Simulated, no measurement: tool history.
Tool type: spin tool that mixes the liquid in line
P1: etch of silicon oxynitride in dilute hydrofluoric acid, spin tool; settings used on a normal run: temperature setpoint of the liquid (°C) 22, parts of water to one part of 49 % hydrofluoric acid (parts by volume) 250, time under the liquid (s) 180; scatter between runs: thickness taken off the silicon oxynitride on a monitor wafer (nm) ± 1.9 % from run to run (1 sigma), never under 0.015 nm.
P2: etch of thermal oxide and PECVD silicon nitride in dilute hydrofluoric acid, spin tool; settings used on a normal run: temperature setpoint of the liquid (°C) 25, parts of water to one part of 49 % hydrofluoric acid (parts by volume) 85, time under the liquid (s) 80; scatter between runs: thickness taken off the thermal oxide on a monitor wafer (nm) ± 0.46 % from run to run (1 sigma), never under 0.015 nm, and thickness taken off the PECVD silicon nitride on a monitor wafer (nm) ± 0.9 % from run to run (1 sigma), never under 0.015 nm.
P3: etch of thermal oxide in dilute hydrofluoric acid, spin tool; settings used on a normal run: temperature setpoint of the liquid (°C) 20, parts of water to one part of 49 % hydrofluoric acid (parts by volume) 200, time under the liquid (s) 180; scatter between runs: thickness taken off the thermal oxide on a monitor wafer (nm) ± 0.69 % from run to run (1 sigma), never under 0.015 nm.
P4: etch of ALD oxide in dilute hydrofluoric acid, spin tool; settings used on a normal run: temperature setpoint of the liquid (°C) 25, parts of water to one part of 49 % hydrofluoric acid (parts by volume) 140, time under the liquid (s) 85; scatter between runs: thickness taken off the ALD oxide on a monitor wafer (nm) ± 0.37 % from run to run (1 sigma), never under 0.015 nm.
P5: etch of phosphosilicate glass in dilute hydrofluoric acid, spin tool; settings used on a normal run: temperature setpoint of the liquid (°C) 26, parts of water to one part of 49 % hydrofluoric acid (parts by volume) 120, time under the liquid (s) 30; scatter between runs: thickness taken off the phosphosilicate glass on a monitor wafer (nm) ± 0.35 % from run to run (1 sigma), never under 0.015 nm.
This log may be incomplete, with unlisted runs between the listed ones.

run	hour	process that ran	temperature setpoint of the liquid (°C)	parts of water to one part of 49 % hydrofluoric acid (parts by volume)	time under the liquid (s)	hours since the thermometer was replaced	hours since the hydrofluoric acid flow meter was replaced	thickness taken off the silicon oxynitride on a monitor wafer (nm)	thickness taken off the thermal oxide on a monitor wafer (nm)	thickness taken off the PECVD silicon nitride on a monitor wafer (nm)	thickness taken off the phosphosilicate glass on a monitor wafer (nm)	thickness taken off the ALD oxide on a monitor wafer (nm)
1	10.8	P1	22	250	180	1664.3	453.2	1.3585				
2	25.3	P3	17	200	180	1678.8	467.7		2.7766			
3	33.2	P1	22	370	180	1686.7	475.6	0.81331				
4	42.8	P1	22	250	15	1696.3	485.2	0.12819				
5	52.3	P2	25	85	15	1705.8	494.7		0.83607	0.4444		
6	66.6	P2	25	135	80	1720.1	509		2.6423	1.5053		
7	74.5	P1	22	250	180	1728	516.9	1.3802				
8	87	P3	20	200	305	1740.5	529.4		5.378			
9	100.2	P5	26	120	30	1753.7	542.6				23.761	
# hour 115.1: thermometer replaced
10	115.6	P4	25	140	85	0.5	558					7.6348
11	124.8	P3	20	200	180	9.7	567.2		3.1672			
12	139.7	P5	18	120	30	24.6	582.1				17.299	
13	151.1	P2	32.5	85	80	36	593.5		6.0076	3.8998		
14	160.5	P1	22	250	330	45.4	602.9	2.6209				
15	174.8	P1	22	250	180	59.7	617.2	1.37				
16	190.1	P1	22	250	180	75	632.5	1.3622				
17	204.4	P2	25	85	80	89.3	646.8		4.4762	2.3838		
18	214.4	P3	20	95	180	99.3	656.8		7.2835			
19	227.9	P4	32	140	85	112.8	670.3					9.9075
20	245.5	P4	25	140	85	130.4	687.9					7.6574
21	259.8	P4	25	140	160	144.7	702.2					14.417
22	272.9	P5	26	120	50	157.8	715.3				39.84	
23	285.4	P1	17	250	180	170.3	727.8	1.1232				
24	298.9	P1	22	250	180	183.8	741.3	1.438				
25	307.7	P4	25	35	85	192.6	750.1					34.666
26	319.9	P1	22	140	180	204.8	762.3	2.6389				
# hour 326.7: hydrofluoric acid flow meter replaced
27	329.8	P5	26	65	30	214.7	3.1				47.187	
28	344.2	P1	17	135	180	229.1	17.5	2.1771				
29	354.1	P2	25	85	80	239	27.4		4.4396	2.4301		
30	369.7	P1	29.5	250	180	254.6	43	1.9681				
31	386.4	P1	22	250	180	271.3	59.7	1.342				
32	401.2	P1	22	250	180	286.1	74.5	1.4755				
33	414.5	P1	22	250	180	299.4	87.8	1.5221				
34	423.1	P1	22	250	180	308	96.4	1.5479				
35	440.3	P1	22	250	180	325.2	113.6	1.5277				
36	449.2	P1	22	250	180	334.1	122.5	1.5061				
37	464.8	P1	22	250	180	349.7	138.1	1.6226				
38	479.9	P1	22	250	180	364.8	153.2	1.5347				
39	489.8	P1	22	250	180	374.7	163.1	1.5221				

Something has made what P1 gives creep away from where it was; the 2 causes below, each at its own stated size, fit the log equally well:
A: hydrofluoric acid flow above the setpoint (%) = 9.73
B: liquid hotter than its thermometer reads (K) = 2.47
The onset of the drift is placed at about hour 386.4.

Which of the check runs below tells the causes apart, meaning the causes would give it clearly different results? Each run uses 2 wafers whose results are averaged, and each result is shown as a question mark.
check 1	499.7	P3	17	200	300				?			
check 2	499.7	P5	20.5	120	30						?	
check 3	499.7	P4	25	60	150							?
check 4	499.7	P2	31	115	80				?	?		

How each check would come out, cause by cause:
check	result	if A	if B
check 1	thickness taken off the thermal oxide on a monitor wafer (nm)	5.2039	5.1418
check 2	thickness taken off the phosphosilicate glass on a monitor wafer (nm)	21.235	21.107
check 3	thickness taken off the ALD oxide on a monitor wafer (nm)	38.542	38.504
check 4	thickness taken off the thermal oxide on a monitor wafer (nm)	4.439	4.3601
check 4	thickness taken off the PECVD silicon nitride on a monitor wafer (nm)	2.8512	3.0184
Distance between the nearest two causes, measured in the result of the check that separates them most: check 1 1.2 %; check 2 0.61 %; check 3 0.1 %; check 4 5.7 %
Only in check 4 would the causes give clearly different results; in the remaining checks their results would be nearly the same.

With check 4 done, the readings were: thickness taken off the thermal oxide on a monitor wafer (nm) 4.4737; thickness taken off the PECVD silicon nitride on a monitor wafer (nm) 2.8696. Identify which of the listed causes applies.

The cause is A: hydrofluoric acid flow above the setpoint (%).
